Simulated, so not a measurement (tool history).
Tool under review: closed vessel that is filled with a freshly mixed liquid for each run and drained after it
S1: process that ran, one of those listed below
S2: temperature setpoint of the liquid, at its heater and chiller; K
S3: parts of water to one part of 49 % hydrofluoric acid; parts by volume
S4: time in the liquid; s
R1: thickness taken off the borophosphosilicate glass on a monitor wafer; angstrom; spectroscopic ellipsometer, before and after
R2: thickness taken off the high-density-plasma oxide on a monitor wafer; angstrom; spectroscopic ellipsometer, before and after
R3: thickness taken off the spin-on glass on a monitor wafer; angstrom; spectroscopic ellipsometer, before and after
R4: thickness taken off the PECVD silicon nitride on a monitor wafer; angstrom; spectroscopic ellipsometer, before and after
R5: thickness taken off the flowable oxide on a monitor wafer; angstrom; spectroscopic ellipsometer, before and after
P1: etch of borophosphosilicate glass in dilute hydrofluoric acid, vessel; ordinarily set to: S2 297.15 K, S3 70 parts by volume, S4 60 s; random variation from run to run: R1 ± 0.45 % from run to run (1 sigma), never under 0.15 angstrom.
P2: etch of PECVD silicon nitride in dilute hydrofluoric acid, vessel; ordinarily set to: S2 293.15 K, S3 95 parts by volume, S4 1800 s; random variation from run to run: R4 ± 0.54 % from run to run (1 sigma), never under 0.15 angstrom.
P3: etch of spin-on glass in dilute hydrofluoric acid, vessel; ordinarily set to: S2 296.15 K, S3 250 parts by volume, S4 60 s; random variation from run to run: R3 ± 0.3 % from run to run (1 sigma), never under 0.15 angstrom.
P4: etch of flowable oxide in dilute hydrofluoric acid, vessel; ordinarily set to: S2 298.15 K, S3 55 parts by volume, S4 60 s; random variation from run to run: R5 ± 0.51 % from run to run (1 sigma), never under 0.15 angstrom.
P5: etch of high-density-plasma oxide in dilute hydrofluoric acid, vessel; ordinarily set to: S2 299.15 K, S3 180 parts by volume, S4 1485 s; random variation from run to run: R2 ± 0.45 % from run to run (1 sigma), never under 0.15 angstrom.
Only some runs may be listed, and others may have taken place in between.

| run | hour | S1 | S2 | S3 | S4 | R1 | R2 | R3 | R4 | R5 |
|---|---|---|---|---|---|---|---|---|---|---|
| 1 | 15.4 | P1 | 297.15 | 70 | 60 | 471.37 |  |  |  |  |
| 2 | 31.0 | P5 | 299.15 | 180 | 1485 |  | 475.530 |  |  |  |
| 3 | 43.4 | P3 | 302.65 | 250 | 60 |  |  | 128.12 |  |  |
| 4 | 59.0 | P1 | 297.15 | 70 | 60 | 467.19 |  |  |  |  |
| 5 | 74.5 | P2 | 293.15 | 95 | 700 |  |  |  | 97.674 |  |
| 6 | 90.0 | P4 | 298.15 | 55 | 60 |  |  |  |  | 673.45 |
| 7 | 108.3 | P1 | 302.15 | 110 | 60 | 344.62 |  |  |  |  |
| 8 | 119.5 | P4 | 298.15 | 90 | 60 |  |  |  |  | 388.87 |
|  | 128.1 | hydrofluoric acid flow meter replaced |
| 9 | 131.5 | P3 | 296.15 | 250 | 60 |  |  | 102.28 |  |  |
| 10 | 150.1 | P1 | 297.15 | 70 | 30 | 234.79 |  |  |  |  |
| 11 | 164.2 | P3 | 296.15 | 50 | 60 |  |  | 638.38 |  |  |
| 12 | 178.8 | P1 | 297.15 | 125 | 60 | 247.45 |  |  |  |  |
| 13 | 194.4 | P5 | 299.15 | 180 | 55 |  | 17.791 |  |  |  |
| 14 | 202.7 | P2 | 293.15 | 95 | 1800 |  |  |  | 248.250 |  |
| 15 | 215.6 | P4 | 298.15 | 55 | 90 |  |  |  |  | 997.66 |
| 16 | 229.7 | P2 | 293.15 | 95 | 1800 |  |  |  | 249.100 |  |
| 17 | 239.8 | P2 | 290.15 | 95 | 1800 |  |  |  | 201.010 |  |
| 18 | 252.7 | P1 | 292.15 | 70 | 60 | 384.50 |  |  |  |  |
| 19 | 266.4 | P5 | 299.15 | 45 | 1485 |  | 2257.300 |  |  |  |
| 20 | 282.8 | P1 | 297.15 | 20 | 100 | 2905.90 |  |  |  |  |
| 21 | 299.3 | P1 | 302.65 | 70 | 60 | 582.19 |  |  |  |  |
| 22 | 308.7 | P1 | 297.15 | 70 | 60 | 470.89 |  |  |  |  |
| 23 | 327.6 | P2 | 293.15 | 170 | 1800 |  |  |  | 140.600 |  |
| 24 | 336.7 | P4 | 290.15 | 55 | 60 |  |  |  |  | 477.93 |
| 25 | 345.2 | P1 | 297.15 | 30 | 60 | 1161.20 |  |  |  |  |
| 26 | 353.4 | P1 | 297.15 | 70 | 90 | 706.49 |  |  |  |  |
| 27 | 367.8 | P5 | 293.15 | 180 | 1485 |  | 380.390 |  |  |  |
| 28 | 379.9 | P3 | 296.15 | 250 | 100 |  |  | 169.90 |  |  |
| 29 | 397.1 | P1 | 297.15 | 70 | 60 | 473.15 |  |  |  |  |
| 30 | 407.2 | P1 | 297.15 | 70 | 60 | 469.23 |  |  |  |  |
| 31 | 417.2 | P1 | 297.15 | 70 | 60 | 463.00 |  |  |  |  |
| 32 | 429.7 | P1 | 297.15 | 70 | 60 | 454.95 |  |  |  |  |
| 33 | 443.8 | P1 | 297.15 | 70 | 60 | 449.48 |  |  |  |  |
| 34 | 457.1 | P1 | 297.15 | 70 | 60 | 445.09 |  |  |  |  |
| 35 | 474.7 | P1 | 297.15 | 70 | 60 | 441.78 |  |  |  |  |
| 36 | 492.5 | P1 | 297.15 | 70 | 60 | 442.10 |  |  |  |  |
| 37 | 502.5 | P1 | 297.15 | 70 | 60 | 439.32 |  |  |  |  |
| 38 | 514.1 | P1 | 297.15 | 70 | 60 | 442.89 |  |  |  |  |
| 39 | 525.3 | P1 | 297.15 | 70 | 60 | 440.14 |  |  |  |  |
| 40 | 536.3 | P1 | 297.15 | 70 | 60 | 442.01 |  |  |  |  |

P1 no longer gives what it gave before; its output has crept away from where it was. The following 2 causes, each at its listed size, fit the log equally well:
A: hydrofluoric acid flow below the setpoint (%) = 5.64
B: liquid colder than its thermometer reads (K) = 1.56
Onset of the creep was near hour 407.2.

Consider the 4 single-wafer check runs listed below, results given as question marks: which one distinguishes between the causes by giving clearly different results for each?
| check 1 | 547.3 | P3 | 296.15 | 150 | 60 |  |  | ? |  |  |
| check 2 | 547.3 | P2 | 293.15 | 145 | 1800 |  |  |  | ? |  |
| check 3 | 547.3 | P5 | 294.65 | 45 | 1485 |  | ? |  |  |  |
| check 4 | 547.3 | P4 | 290.65 | 55 | 80 |  |  |  |  | ? |

What every check run would give for each of its results, assuming each possible cause in turn:
| check | result | if A | if B |
|---|---|---|---|
| check 1 | R3 | 176.90 | 178.19 |
| check 2 | R4 | 155.840 | 148.460 |
| check 3 | R2 | 1767.600 | 1759.400 |
| check 4 | R5 | 612.25 | 608.59 |
Distance between the nearest two causes, measured in the result of the check that separates them most: check 1 0.73 %; check 2 4.85 %; check 3 0.47 %; check 4 0.6 %
Check 2 tells the causes apart: in the others they would give nearly the same result.

Here is what check 2 returned: R4 149.230 angstrom. Which cause is it?

The cause is B: liquid colder than its thermometer reads (K).

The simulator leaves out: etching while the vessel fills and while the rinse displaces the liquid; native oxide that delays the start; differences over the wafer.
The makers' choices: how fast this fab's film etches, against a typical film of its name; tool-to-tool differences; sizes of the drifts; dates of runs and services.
